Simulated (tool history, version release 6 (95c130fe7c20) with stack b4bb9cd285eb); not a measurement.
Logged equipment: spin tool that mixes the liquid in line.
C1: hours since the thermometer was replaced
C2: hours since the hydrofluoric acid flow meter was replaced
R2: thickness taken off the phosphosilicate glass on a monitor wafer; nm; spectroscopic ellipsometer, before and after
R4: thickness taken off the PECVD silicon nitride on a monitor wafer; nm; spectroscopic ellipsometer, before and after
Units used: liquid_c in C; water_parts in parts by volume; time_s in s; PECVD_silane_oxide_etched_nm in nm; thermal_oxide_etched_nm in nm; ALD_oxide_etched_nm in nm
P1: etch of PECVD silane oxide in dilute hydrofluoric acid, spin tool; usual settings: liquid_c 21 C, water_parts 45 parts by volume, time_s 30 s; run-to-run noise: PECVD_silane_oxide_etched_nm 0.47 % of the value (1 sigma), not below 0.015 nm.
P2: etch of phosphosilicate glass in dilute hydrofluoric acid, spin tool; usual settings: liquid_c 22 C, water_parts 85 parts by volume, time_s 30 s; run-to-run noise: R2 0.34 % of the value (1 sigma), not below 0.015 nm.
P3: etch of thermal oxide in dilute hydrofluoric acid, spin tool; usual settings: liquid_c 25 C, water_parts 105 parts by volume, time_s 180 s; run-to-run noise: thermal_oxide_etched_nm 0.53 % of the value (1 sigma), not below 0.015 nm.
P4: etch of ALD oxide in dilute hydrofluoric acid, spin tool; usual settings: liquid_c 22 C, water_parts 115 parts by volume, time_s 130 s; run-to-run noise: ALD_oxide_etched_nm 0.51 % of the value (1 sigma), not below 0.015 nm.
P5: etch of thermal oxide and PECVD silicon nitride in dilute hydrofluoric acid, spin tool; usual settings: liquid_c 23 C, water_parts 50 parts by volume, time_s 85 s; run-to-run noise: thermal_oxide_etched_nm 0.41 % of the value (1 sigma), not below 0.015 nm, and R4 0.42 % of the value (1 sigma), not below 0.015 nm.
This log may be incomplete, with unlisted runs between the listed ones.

{"run": 1, "hour": 3.5, "process": "P1", "liquid_c": 21, "water_parts": 45, "time_s": 30, "C1": 1389.8, "C2": 175.2, "PECVD_silane_oxide_etched_nm": 11.325}
{"run": 2, "hour": 7.5, "process": "P2", "liquid_c": 22, "water_parts": 140, "time_s": 30, "C1": 1393.8, "C2": 179.2, "R2": 25.761}
{"run": 3, "hour": 12.7, "process": "P1", "liquid_c": 21, "water_parts": 45, "time_s": 55, "C1": 1399, "C2": 184.4, "PECVD_silane_oxide_etched_nm": 20.582}
{"run": 4, "hour": 15.6, "process": "P1", "liquid_c": 27.5, "water_parts": 45, "time_s": 15, "C1": 1401.9, "C2": 187.3, "PECVD_silane_oxide_etched_nm": 7.3258}
{"run": 5, "hour": 20.1, "process": "P1", "liquid_c": 21, "water_parts": 45, "time_s": 15, "C1": 1406.4, "C2": 191.8, "PECVD_silane_oxide_etched_nm": 5.5978}
{"run": 6, "hour": 26.7, "process": "P1", "liquid_c": 21, "water_parts": 45, "time_s": 30, "C1": 1413, "C2": 198.4, "PECVD_silane_oxide_etched_nm": 11.245}
{"run": 7, "hour": 30.0, "process": "P1", "liquid_c": 21, "water_parts": 45, "time_s": 30, "C1": 1416.3, "C2": 201.7, "PECVD_silane_oxide_etched_nm": 11.223}
{"run": 8, "hour": 36.1, "process": "P1", "liquid_c": 21, "water_parts": 45, "time_s": 30, "C1": 1422.4, "C2": 207.8, "PECVD_silane_oxide_etched_nm": 11.198}
{"run": 9, "hour": 39.1, "process": "P5", "liquid_c": 23, "water_parts": 50, "time_s": 45, "C1": 1425.4, "C2": 210.8, "thermal_oxide_etched_nm": 4.0822, "R4": 3.207}
{"run": 10, "hour": 42.1, "process": "P1", "liquid_c": 17, "water_parts": 45, "time_s": 30, "C1": 1428.4, "C2": 213.8, "PECVD_silane_oxide_etched_nm": 9.4188}
{"run": 11, "hour": 47.7, "process": "P2", "liquid_c": 30, "water_parts": 85, "time_s": 30, "C1": 1434, "C2": 219.4, "R2": 62.686}
{"run": 12, "hour": 53.0, "process": "P4", "liquid_c": 22, "water_parts": 195, "time_s": 130, "C1": 1439.3, "C2": 224.7, "ALD_oxide_etched_nm": 5.5066}
{"run": 13, "hour": 57.4, "process": "P3", "liquid_c": 25, "water_parts": 105, "time_s": 80, "C1": 1443.7, "C2": 229.1, "thermal_oxide_etched_nm": 3.9571}
{"run": 14, "hour": 63.4, "process": "P3", "liquid_c": 19, "water_parts": 105, "time_s": 180, "C1": 1449.7, "C2": 235.1, "thermal_oxide_etched_nm": 6.8181}
{"run": 15, "hour": 66.5, "process": "P2", "liquid_c": 22, "water_parts": 85, "time_s": 30, "C1": 1452.8, "C2": 238.2, "R2": 45.442}
{"run": 16, "hour": 71.9, "process": "P1", "liquid_c": 21, "water_parts": 45, "time_s": 30, "C1": 1458.2, "C2": 243.6, "PECVD_silane_oxide_etched_nm": 11.381}
{"run": 17, "hour": 75.7, "process": "P1", "liquid_c": 26, "water_parts": 45, "time_s": 30, "C1": 1462, "C2": 247.4, "PECVD_silane_oxide_etched_nm": 13.873}
{"run": 18, "hour": 80.8, "process": "P2", "liquid_c": 22, "water_parts": 85, "time_s": 50, "C1": 1467.1, "C2": 252.5, "R2": 76.252}
{"run": 19, "hour": 86.2, "process": "P1", "liquid_c": 21, "water_parts": 45, "time_s": 30, "C1": 1472.5, "C2": 257.9, "PECVD_silane_oxide_etched_nm": 11.173}
{"run": 20, "hour": 92.1, "process": "P5", "liquid_c": 29, "water_parts": 50, "time_s": 85, "C1": 1478.4, "C2": 263.8, "thermal_oxide_etched_nm": 9.8811, "R4": 8.9433}
{"run": 21, "hour": 96.6, "process": "P5", "liquid_c": 23, "water_parts": 50, "time_s": 85, "C1": 1482.9, "C2": 268.3, "thermal_oxide_etched_nm": 7.7369, "R4": 6.0237}
{"run": 22, "hour": 101.4, "process": "P5", "liquid_c": 23, "water_parts": 85, "time_s": 85, "C1": 1487.7, "C2": 273.1, "thermal_oxide_etched_nm": 4.3283, "R4": 3.5572}
{"run": 23, "hour": 106.4, "process": "P3", "liquid_c": 25, "water_parts": 60, "time_s": 180, "C1": 1492.7, "C2": 278.1, "thermal_oxide_etched_nm": 16.256}
{"run": 24, "hour": 111.7, "process": "P1", "liquid_c": 21, "water_parts": 30, "time_s": 30, "C1": 1498, "C2": 283.4, "PECVD_silane_oxide_etched_nm": 17.049}
{"run": 25, "hour": 115.4, "process": "P1", "liquid_c": 26.5, "water_parts": 45, "time_s": 15, "C1": 1501.7, "C2": 287.1, "PECVD_silane_oxide_etched_nm": 7.023}
{"run": 26, "hour": 120.9, "process": "P4", "liquid_c": 22, "water_parts": 115, "time_s": 130, "C1": 1507.2, "C2": 292.6, "ALD_oxide_etched_nm": 10.176}
{"run": 27, "hour": 126.4, "process": "P4", "liquid_c": 22, "water_parts": 115, "time_s": 25, "C1": 1512.7, "C2": 298.1, "ALD_oxide_etched_nm": 1.9627}
{"run": 28, "hour": 130.4, "process": "P4", "liquid_c": 22, "water_parts": 115, "time_s": 130, "C1": 1516.7, "C2": 302.1, "ALD_oxide_etched_nm": 10.163}
{"run": 29, "hour": 135.3, "process": "P3", "liquid_c": 25, "water_parts": 105, "time_s": 180, "C1": 1521.6, "C2": 307, "thermal_oxide_etched_nm": 8.8045}
{"hour": 138.3, "done": "thermometer replaced"}
{"run": 30, "hour": 141.1, "process": "P5", "liquid_c": 23, "water_parts": 50, "time_s": 85, "C1": 2.9, "C2": 312.8, "thermal_oxide_etched_nm": 7.7376, "R4": 6.087}
{"run": 31, "hour": 146.1, "process": "P4", "liquid_c": 17, "water_parts": 115, "time_s": 130, "C1": 7.9, "C2": 317.8, "ALD_oxide_etched_nm": 8.3143}
{"run": 32, "hour": 151.6, "process": "P1", "liquid_c": 21, "water_parts": 65, "time_s": 30, "C1": 13.4, "C2": 323.3, "PECVD_silane_oxide_etched_nm": 7.5983}
{"run": 33, "hour": 157.8, "process": "P2", "liquid_c": 22, "water_parts": 85, "time_s": 30, "C1": 19.6, "C2": 329.5, "R2": 45.759}
{"run": 34, "hour": 164.2, "process": "P1", "liquid_c": 21, "water_parts": 45, "time_s": 30, "C1": 26, "C2": 335.9, "PECVD_silane_oxide_etched_nm": 11.203}
{"run": 35, "hour": 170.6, "process": "P1", "liquid_c": 21, "water_parts": 45, "time_s": 30, "C1": 32.4, "C2": 342.3, "PECVD_silane_oxide_etched_nm": 10.669}
{"run": 36, "hour": 176.4, "process": "P1", "liquid_c": 21, "water_parts": 45, "time_s": 30, "C1": 38.2, "C2": 348.1, "PECVD_silane_oxide_etched_nm": 10.606}
{"run": 37, "hour": 182.9, "process": "P1", "liquid_c": 21, "water_parts": 45, "time_s": 30, "C1": 44.7, "C2": 354.6, "PECVD_silane_oxide_etched_nm": 10.474}
{"run": 38, "hour": 186.6, "process": "P1", "liquid_c": 21, "water_parts": 45, "time_s": 30, "C1": 48.4, "C2": 358.3, "PECVD_silane_oxide_etched_nm": 10.454}
{"run": 39, "hour": 189.8, "process": "P1", "liquid_c": 21, "water_parts": 45, "time_s": 30, "C1": 51.6, "C2": 361.5, "PECVD_silane_oxide_etched_nm": 10.516}
{"run": 40, "hour": 194.7, "process": "P1", "liquid_c": 21, "water_parts": 45, "time_s": 30, "C1": 56.5, "C2": 366.4, "PECVD_silane_oxide_etched_nm": 10.351}
{"run": 41, "hour": 200.6, "process": "P1", "liquid_c": 21, "water_parts": 45, "time_s": 30, "C1": 62.4, "C2": 372.3, "PECVD_silane_oxide_etched_nm": 10.332}

Compared with where it was, what P1 gives has crept away. Each cause listed below fits the log as well as the rest, at the size given for it:
A: hydrofluoric acid flow below the setpoint (%) = 7.07
B: liquid colder than its thermometer reads (K) = 1.83
Onset of the creep was near hour 164.2.

Below are 4 check runs, each on a single wafer, with their results shown as question marks. Which of them would tell the listed causes apart, meaning the causes would give clearly different results under it?
{"run": "check 1", "hour": 206.5, "process": "P5", "liquid_c": 23, "water_parts": 50, "time_s": 85, "thermal_oxide_etched_nm": "?", "R4": "?"}
{"run": "check 2", "hour": 206.5, "process": "P4", "liquid_c": 22, "water_parts": 115, "time_s": 130, "ALD_oxide_etched_nm": "?"}
{"run": "check 3", "hour": 206.5, "process": "P2", "liquid_c": 22, "water_parts": 85, "time_s": 30, "R2": "?"}
{"run": "check 4", "hour": 206.5, "process": "P3", "liquid_c": 25, "water_parts": 105, "time_s": 180, "thermal_oxide_etched_nm": "?"}

Predicted outcomes, by check and by cause:
check=check_1 result=thermal_oxide_etched_nm if_A=7.1285 if_B=7.1406
check=check_1 result=R4 if_A=5.6131 if_B=5.3203
check=check_2 result=ALD_oxide_etched_nm if_A=9.3847 if_B=9.4752
check=check_3 result=R2 if_A=41.957 if_B=42.205
check=check_4 result=thermal_oxide_etched_nm if_A=8.0539 if_B=8.1435
Minimum pairwise separation of causes per check, each pair taken at its best-separating result: check 1 5.36 %; check 2 0.96 %; check 3 0.59 %; check 4 1.11 %
Check 1 distinguishes between the causes, while the remaining checks would return nearly the same result for all of them.

Check 1 was then run and gave: thermal_oxide_etched_nm 7.131 nm; R4 5.2871 nm. Which cause is it?

The correct cause is B, namely: liquid colder than its thermometer reads (K).
